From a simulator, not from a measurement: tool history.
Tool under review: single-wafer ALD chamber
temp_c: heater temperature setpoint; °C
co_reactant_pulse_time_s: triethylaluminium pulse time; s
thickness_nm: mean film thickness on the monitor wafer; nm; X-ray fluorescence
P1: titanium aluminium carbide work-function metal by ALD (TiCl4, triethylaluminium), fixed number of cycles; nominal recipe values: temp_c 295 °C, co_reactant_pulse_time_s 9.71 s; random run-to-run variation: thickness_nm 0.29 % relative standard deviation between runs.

run,day,temp_c,co_reactant_pulse_time_s,hours since the last thermocouple change,hours since the last triethylaluminium bottle change,thickness_nm
1,0.221,295,9.71,603.5,209.3,1.969
2,0.504,278,7.19,610.3,216.1,1.7393
3,0.771,295,15.37,616.7,222.5,2.04
4,1.008,295,9.71,622.4,228.2,1.9617
5,1.179,295,9.71,626.5,232.3,1.9732
6,1.475,272,9.71,633.6,239.4,1.7756
# day 1.617: thermocouple changed; heater temperature recalibrated
7,1.812,281,3.78,4.8,247.5,1.3947
8,2.004,295,9.71,9.4,252.1,1.9663
9,2.312,295,4.6,16.8,259.5,1.6241
10,2.546,295,9.71,22.4,265.1,1.9729
11,2.708,295,9.71,26.3,269,1.9529
12,2.942,308,9.71,31.9,274.6,2.067
# day 3.042: triethylaluminium bottle replaced
13,3.171,284,15.55,37.4,3.1,1.9341
14,3.392,295,9.71,42.7,8.4,1.9586
15,3.625,295,9.71,48.3,14,1.9625
16,3.975,295,9.71,56.7,22.4,1.9595
17,4.208,295,9.71,62.3,28,1.9463
18,4.367,295,9.71,66.1,31.8,1.9537
19,4.588,295,9.71,71.4,37.1,1.9497
20,4.808,295,9.71,76.7,42.4,1.9522
21,4.979,295,9.71,80.8,46.5,1.938
22,5.158,295,9.71,85.1,50.8,1.9361
23,5.317,295,9.71,88.9,54.6,1.9401
24,5.512,295,9.71,93.6,59.3,1.9355
25,5.862,295,9.71,102,67.7,1.9497
26,6.221,295,9.71,110.6,76.3,1.9473

P1 no longer gives what it gave before; its output has crept away from where it was. The following 2 causes, each at its listed size, fit the log equally well:
A: wafer temperature below the value expected at the setpoint (K) = 3.36
B: triethylaluminium dose below that of a fresh bottle (%) = 10.2
The drift started at roughly day 3.625.

Question marks stand in for the results of the 4 check runs listed below, each run on one wafer. Under which run would the listed causes show clearly different results?
check 1,6.579,277,9.71,,,?
check 2,6.579,282,9.71,,,?
check 3,6.579,307,9.71,,,?
check 4,6.579,295,4.82,,,?

What each check would give under each cause:
check,result,if A,if B
check 1,thickness_nm,1.7857,1.7875
check 2,thickness_nm,1.8284,1.8297
check 3,thickness_nm,2.0453,2.0441
check 4,thickness_nm,1.6296,1.5826
Per check, the gap between the least separated pair of causes, taken in the result that splits them most: check 1 0.1 %; check 2 0.07 %; check 3 0.06 %; check 4 2.93 %
The causes can be told apart only by check 4. The other checks would give nearly the same results under each of them.

After running check 4, the following was obtained: thickness_nm 1.6336 nm. Which cause does this point to?

A is the cause: wafer temperature below the value expected at the setpoint (K).
